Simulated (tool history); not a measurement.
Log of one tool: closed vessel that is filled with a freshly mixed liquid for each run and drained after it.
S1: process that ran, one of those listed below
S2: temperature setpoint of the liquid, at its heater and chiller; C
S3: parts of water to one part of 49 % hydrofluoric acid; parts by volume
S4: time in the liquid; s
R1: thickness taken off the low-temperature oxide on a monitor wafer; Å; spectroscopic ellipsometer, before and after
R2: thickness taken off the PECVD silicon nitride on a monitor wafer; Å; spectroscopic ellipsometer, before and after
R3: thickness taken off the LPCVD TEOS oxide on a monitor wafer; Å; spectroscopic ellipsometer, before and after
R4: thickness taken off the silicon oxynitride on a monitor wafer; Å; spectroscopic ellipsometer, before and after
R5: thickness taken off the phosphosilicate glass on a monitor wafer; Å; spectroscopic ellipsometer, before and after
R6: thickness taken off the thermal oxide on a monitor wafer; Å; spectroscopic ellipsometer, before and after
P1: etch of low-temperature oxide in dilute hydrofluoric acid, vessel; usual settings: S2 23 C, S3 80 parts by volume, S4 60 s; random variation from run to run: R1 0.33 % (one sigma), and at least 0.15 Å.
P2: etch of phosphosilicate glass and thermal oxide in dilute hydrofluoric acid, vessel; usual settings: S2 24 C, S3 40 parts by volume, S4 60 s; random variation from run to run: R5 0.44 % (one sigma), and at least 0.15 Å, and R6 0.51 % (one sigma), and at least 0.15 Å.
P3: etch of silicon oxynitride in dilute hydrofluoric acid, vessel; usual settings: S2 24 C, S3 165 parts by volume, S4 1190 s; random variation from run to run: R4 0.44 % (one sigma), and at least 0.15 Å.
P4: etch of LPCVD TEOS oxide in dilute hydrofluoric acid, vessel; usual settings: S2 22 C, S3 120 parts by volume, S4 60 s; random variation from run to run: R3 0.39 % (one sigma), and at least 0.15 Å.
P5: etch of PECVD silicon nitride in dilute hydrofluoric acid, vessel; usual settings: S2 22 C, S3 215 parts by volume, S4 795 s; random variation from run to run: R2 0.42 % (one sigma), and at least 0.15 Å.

run	hour	S1	S2	S3	S4	R1	R2	R3	R4	R5	R6
1	6.2	P1	23	80	60	252.39					
2	17.4	P5	22	215	795		63.347				
3	28.5	P1	19	80	30	107.89					
4	35.4	P1	23	80	60	253.56					
5	45.5	P4	22	120	30			128.26			
6	54.2	P3	24	165	1190				296.27		
7	59.8	P3	17.5	165	1190				219.85		
8	71.1	P5	30	215	795		103.71				
9	81.2	P1	23	30	60	722.41					
10	87.7	P1	23	80	60	253.01					
11	100.7	P5	22	115	795		116.79				
12	111.1	P1	17.5	80	60	201.9					
13	123.7	P3	24	165	115				28.746		
14	131.6	P4	22	40	60			847.19			
15	140.9	P2	30	40	60					2480.4	94.498
16	153.1	P1	23	80	60	253.94					
17	158.9	P3	24	165	1190				295.32		
18	168.7	P1	23	80	30	127.78					
19	178.6	P2	24	40	60					1958.4	74.973
20	188.8	P1	23	145	60	129.62					
21	199.5	P1	23	80	60	253.28					
22	207.6	P2	24	40	60					1948.8	73.413
23	217.6	P1	28.5	80	30	157.54					
24	223.8	P3	24	270	1190				168.11		
25	232	P2	24	75	60					988.88	37.411
26	239.6	P2	24	40	30					975.41	37.087
27	251.6	P4	22	120	60			256.01			
28	260.6	P4	30	120	60			349.38			
29	268.3	P1	23	80	60	253.11					
30	277.9	P5	22	215	795		63.685				
31	285.9	P5	22	215	1515		121.1				
32	298.1	P1	29.5	80	60	328.68					
33	306.9	P1	23	80	60	253.28					
34	315.4	P1	23	80	90	382.07					
35	324.7	P1	23	80	60	253.92					
36	336.1	P1	23	80	60	243.91					
37	347.5	P1	23	80	60	241.07					
38	353.3	P1	23	80	60	239.97					
39	363	P1	23	80	60	238.21					

Run 40 comes next. What will it give?
40	369.2	P1	23	80	60	?					

R1: 238 Å

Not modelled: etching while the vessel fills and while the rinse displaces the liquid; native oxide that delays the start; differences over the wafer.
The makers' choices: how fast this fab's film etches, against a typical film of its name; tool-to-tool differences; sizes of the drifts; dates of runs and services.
